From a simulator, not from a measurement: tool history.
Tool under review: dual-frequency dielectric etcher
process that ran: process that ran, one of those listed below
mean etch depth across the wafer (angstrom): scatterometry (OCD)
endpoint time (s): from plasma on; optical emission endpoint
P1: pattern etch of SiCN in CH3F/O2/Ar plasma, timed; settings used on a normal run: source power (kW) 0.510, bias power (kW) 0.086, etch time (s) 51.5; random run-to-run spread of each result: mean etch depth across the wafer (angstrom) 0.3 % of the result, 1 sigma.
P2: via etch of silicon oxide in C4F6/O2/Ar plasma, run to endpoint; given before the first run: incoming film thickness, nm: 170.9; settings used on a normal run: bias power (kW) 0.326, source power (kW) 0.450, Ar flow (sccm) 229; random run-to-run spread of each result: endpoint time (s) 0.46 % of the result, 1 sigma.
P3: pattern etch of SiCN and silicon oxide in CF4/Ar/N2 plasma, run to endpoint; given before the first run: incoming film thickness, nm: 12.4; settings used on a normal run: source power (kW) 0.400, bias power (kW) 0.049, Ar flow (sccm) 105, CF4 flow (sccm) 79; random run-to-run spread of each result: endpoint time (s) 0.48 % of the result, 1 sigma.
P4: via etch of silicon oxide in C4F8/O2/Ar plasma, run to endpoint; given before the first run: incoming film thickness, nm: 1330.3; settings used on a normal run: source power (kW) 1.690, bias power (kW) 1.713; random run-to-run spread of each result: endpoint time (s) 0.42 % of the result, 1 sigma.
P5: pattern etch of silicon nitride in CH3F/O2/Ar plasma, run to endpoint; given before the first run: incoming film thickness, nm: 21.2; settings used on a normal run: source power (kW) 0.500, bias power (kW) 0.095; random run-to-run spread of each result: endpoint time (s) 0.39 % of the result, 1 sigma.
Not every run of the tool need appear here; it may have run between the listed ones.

run,hour,process that ran,source power (kW),bias power (kW),etch time (s),Ar flow (sccm),CF4 flow (sccm),mean etch depth across the wafer (angstrom),endpoint time (s)
1,6.7,P1,0.510,0.086,51.5,,,219.01,
2,17.3,P1,0.610,0.086,51.5,,,233.82,
3,31.0,P1,0.510,0.086,51.5,,,220.72,
4,40.7,P5,0.500,0.134,,,,,22.134
5,48.3,P1,0.510,0.086,28.5,,,121.54,
6,56.0,P1,0.370,0.086,51.5,,,194.86,
7,63.7,P1,0.680,0.058,51.5,,,213.89,
8,73.0,P5,0.500,0.095,,,,,25.233
9,86.2,P2,0.450,0.326,,229,,,39.072
10,97.0,P2,0.580,0.326,,229,,,35.440
11,110.5,P1,0.510,0.065,35.0,,,135.13,
12,120.3,P3,0.400,0.049,,105,79,,17.572
13,129.0,P1,0.510,0.116,51.5,,,246.80,
14,137.4,P2,0.450,0.326,,284,,,40.363
15,143.8,P1,0.510,0.086,51.5,,,219.18,
16,156.6,P4,1.690,1.713,,,,,291.660
17,166.1,P2,0.450,0.195,,229,,,46.264
18,178.0,P5,0.500,0.095,,,,,25.234
19,190.5,P5,0.330,0.095,,,,,29.397
20,199.7,P3,0.560,0.049,,105,79,,12.881
21,211.4,P3,0.400,0.049,,136,79,,18.088
22,221.7,P3,0.400,0.029,,105,79,,20.218
23,232.3,P3,0.400,0.049,,105,65,,18.156
# hour 244.2: bias power generator calibrated
24,245.8,P1,0.510,0.061,51.5,,,195.00,
25,258.3,P4,1.690,2.169,,,,,269.320
26,265.3,P1,0.510,0.086,69.5,,,296.24,
27,272.6,P1,0.510,0.086,51.5,,,219.63,
28,281.6,P4,1.170,1.713,,,,,340.010
29,288.9,P1,0.510,0.086,51.5,,,220.15,
30,297.0,P1,0.510,0.086,51.5,,,220.87,
31,307.0,P1,0.510,0.086,51.5,,,222.39,
32,319.1,P1,0.510,0.086,51.5,,,223.37,
# hour 321.1: wet clean of the chamber
33,326.1,P1,0.510,0.086,51.5,,,223.63,
34,338.2,P1,0.510,0.086,51.5,,,222.15,
35,346.6,P1,0.510,0.086,51.5,,,223.59,
36,353.1,P1,0.510,0.086,51.5,,,222.62,
37,359.7,P1,0.510,0.086,51.5,,,223.36,
38,366.3,P1,0.510,0.086,51.5,,,224.67,

The output of P1 has drifted from where it used to be. Each of the 2 causes below, taken at the size shown beside it, accounts for the log equally well:
A: bias power that arrives over what is set, % = 4.44
B: source power that arrives over what is set, % = 4.29
The creep began at about hour 288.9.
Other possible causes, and why each is ruled out:
chamber walls in a state that raises the etch rate, %: was serviced at hour 321.1, once the creep was under way, yet the earlier output never came back

Which of the 4 check runs listed below, each an average over 2 wafers with its results shown as question marks, gives clearly different results under the different listed causes?
check 1,372.9,P4,1.410,1.713,,,,,?
check 2,372.9,P3,0.550,0.049,,105,79,,?
check 3,372.9,P5,0.380,0.133,,,,,?
check 4,372.9,P2,0.540,0.207,,229,,,?

How each check would come out, cause by cause:
check,result,if A,if B
check 1,endpoint time (s),307.820,306.460
check 2,endpoint time (s),12.964,12.649
check 3,endpoint time (s),24.179,24.215
check 4,endpoint time (s),41.869,41.758
Minimum pairwise separation of causes per check, each pair taken at its best-separating result: check 1 0.44 %; check 2 2.46 %; check 3 0.15 %; check 4 0.27 %
Check 2 tells the causes apart: in the others they would give nearly the same result.

With check 2 done, the readings were: endpoint time (s) 12.996. Identify which of the listed causes applies.

Of the candidate causes, it is A: bias power that arrives over what is set, %.
